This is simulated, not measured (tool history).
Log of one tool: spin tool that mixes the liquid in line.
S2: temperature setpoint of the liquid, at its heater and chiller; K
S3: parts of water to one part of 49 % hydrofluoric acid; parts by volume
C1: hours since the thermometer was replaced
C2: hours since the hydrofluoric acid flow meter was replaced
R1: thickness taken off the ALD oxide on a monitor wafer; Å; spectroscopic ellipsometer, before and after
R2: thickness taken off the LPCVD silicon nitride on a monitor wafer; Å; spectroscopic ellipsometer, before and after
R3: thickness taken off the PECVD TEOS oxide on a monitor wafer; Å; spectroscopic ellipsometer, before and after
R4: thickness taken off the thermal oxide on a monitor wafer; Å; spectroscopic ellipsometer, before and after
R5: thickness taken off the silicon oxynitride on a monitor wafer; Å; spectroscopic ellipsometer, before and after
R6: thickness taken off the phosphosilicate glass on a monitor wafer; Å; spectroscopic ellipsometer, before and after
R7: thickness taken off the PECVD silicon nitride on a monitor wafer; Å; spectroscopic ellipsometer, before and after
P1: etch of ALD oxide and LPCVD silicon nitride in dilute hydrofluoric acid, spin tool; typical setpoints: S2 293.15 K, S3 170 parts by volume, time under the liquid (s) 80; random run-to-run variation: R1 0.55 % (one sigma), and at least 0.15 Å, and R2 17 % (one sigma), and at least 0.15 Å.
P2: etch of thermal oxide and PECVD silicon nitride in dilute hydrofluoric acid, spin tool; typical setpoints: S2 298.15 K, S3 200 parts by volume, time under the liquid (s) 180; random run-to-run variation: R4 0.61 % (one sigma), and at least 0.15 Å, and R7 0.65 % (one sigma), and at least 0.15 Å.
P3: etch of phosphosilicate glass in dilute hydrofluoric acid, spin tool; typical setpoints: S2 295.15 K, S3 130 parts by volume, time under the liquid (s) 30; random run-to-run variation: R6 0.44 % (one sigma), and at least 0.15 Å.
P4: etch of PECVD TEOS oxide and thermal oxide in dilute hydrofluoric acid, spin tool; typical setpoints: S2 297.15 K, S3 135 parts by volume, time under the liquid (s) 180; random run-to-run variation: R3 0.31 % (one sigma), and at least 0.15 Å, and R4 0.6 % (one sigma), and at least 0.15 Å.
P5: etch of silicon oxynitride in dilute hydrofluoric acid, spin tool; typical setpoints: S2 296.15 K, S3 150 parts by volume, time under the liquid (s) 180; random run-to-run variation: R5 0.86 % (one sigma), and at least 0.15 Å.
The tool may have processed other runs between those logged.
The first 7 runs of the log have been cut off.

{"run": 8, "hour": 56.9, "process that ran": "P3", "S2": 295.15, "S3": 130, "time under the liquid (s)": 50, "C1": 585.3, "C2": 282.2, "R6": 667.42}
{"run": 9, "hour": 64.4, "process that ran": "P3", "S2": 290.15, "S3": 130, "time under the liquid (s)": 30, "C1": 592.8, "C2": 289.7, "R6": 329.51}
{"run": 10, "hour": 72.7, "process that ran": "P1", "S2": 293.15, "S3": 285, "time under the liquid (s)": 80, "C1": 601.1, "C2": 298.0, "R1": 44.335, "R2": 1.1672}
{"run": 11, "hour": 81.8, "process that ran": "P4", "S2": 292.15, "S3": 135, "time under the liquid (s)": 180, "C1": 610.2, "C2": 307.1, "R3": 117.01, "R4": 50.038}
{"run": 12, "hour": 89.7, "process that ran": "P5", "S2": 296.15, "S3": 150, "time under the liquid (s)": 20, "C1": 618.1, "C2": 315.0, "R5": 3.4978}
{"run": 13, "hour": 94.8, "process that ran": "P4", "S2": 297.15, "S3": 135, "time under the liquid (s)": 180, "C1": 623.2, "C2": 320.1, "R3": 142.42, "R4": 60.786}
{"run": 14, "hour": 102.5, "process that ran": "P4", "S2": 297.15, "S3": 230, "time under the liquid (s)": 180, "C1": 630.9, "C2": 327.8, "R3": 75.096, "R4": 32.161}
{"run": 15, "hour": 108.7, "process that ran": "P2", "S2": 298.15, "S3": 115, "time under the liquid (s)": 180, "C1": 637.1, "C2": 334.0, "R4": 76.39, "R7": 78.475}
{"run": 16, "hour": 114.1, "process that ran": "P5", "S2": 296.15, "S3": 215, "time under the liquid (s)": 180, "C1": 642.5, "C2": 339.4, "R5": 20.582}
{"run": 17, "hour": 122.7, "process that ran": "P2", "S2": 291.65, "S3": 200, "time under the liquid (s)": 180, "C1": 651.1, "C2": 348.0, "R4": 30.634, "R7": 29.552}
{"run": 18, "hour": 131.4, "process that ran": "P3", "S2": 295.15, "S3": 130, "time under the liquid (s)": 30, "C1": 659.8, "C2": 356.7, "R6": 403.93}
{"run": 19, "hour": 137.0, "process that ran": "P1", "S2": 293.15, "S3": 80, "time under the liquid (s)": 80, "C1": 665.4, "C2": 362.3, "R1": 192.93, "R2": 3.3802}
{"run": 20, "hour": 145.0, "process that ran": "P5", "S2": 300.15, "S3": 150, "time under the liquid (s)": 180, "C1": 673.4, "C2": 370.3, "R5": 36.718}
{"run": 21, "hour": 151.1, "process that ran": "P2", "S2": 298.15, "S3": 200, "time under the liquid (s)": 180, "C1": 679.5, "C2": 376.4, "R4": 39.54, "R7": 45.077}
{"run": 22, "hour": 157.9, "process that ran": "P1", "S2": 293.15, "S3": 170, "time under the liquid (s)": 80, "C1": 686.3, "C2": 383.2, "R1": 81.86, "R2": 1.0298}
{"run": 23, "hour": 164.0, "process that ran": "P2", "S2": 298.15, "S3": 200, "time under the liquid (s)": 180, "C1": 692.4, "C2": 389.3, "R4": 39.68, "R7": 45.168}
{"run": 24, "hour": 171.9, "process that ran": "P1", "S2": 290.15, "S3": 85, "time under the liquid (s)": 80, "C1": 700.3, "C2": 397.2, "R1": 159.76, "R2": 2.6351}
{"run": 25, "hour": 181.2, "process that ran": "P1", "S2": 297.65, "S3": 170, "time under the liquid (s)": 80, "C1": 709.6, "C2": 406.5, "R1": 98.167, "R2": 2.1921}
{"run": 26, "hour": 190.1, "process that ran": "P4", "S2": 297.15, "S3": 135, "time under the liquid (s)": 35, "C1": 718.5, "C2": 415.4, "R3": 27.72, "R4": 11.903}
{"run": 27, "hour": 195.1, "process that ran": "P1", "S2": 293.15, "S3": 170, "time under the liquid (s)": 120, "C1": 723.5, "C2": 420.4, "R1": 123.35, "R2": 2.4192}

Forecast run 28:
{"run": 28, "hour": 202.5, "process that ran": "P5", "S2": 296.15, "S3": 150, "time under the liquid (s)": 180, "C1": 730.9, "C2": 427.8, "R5": "?"}

Run 28 yielded R5 31.1440 Å.

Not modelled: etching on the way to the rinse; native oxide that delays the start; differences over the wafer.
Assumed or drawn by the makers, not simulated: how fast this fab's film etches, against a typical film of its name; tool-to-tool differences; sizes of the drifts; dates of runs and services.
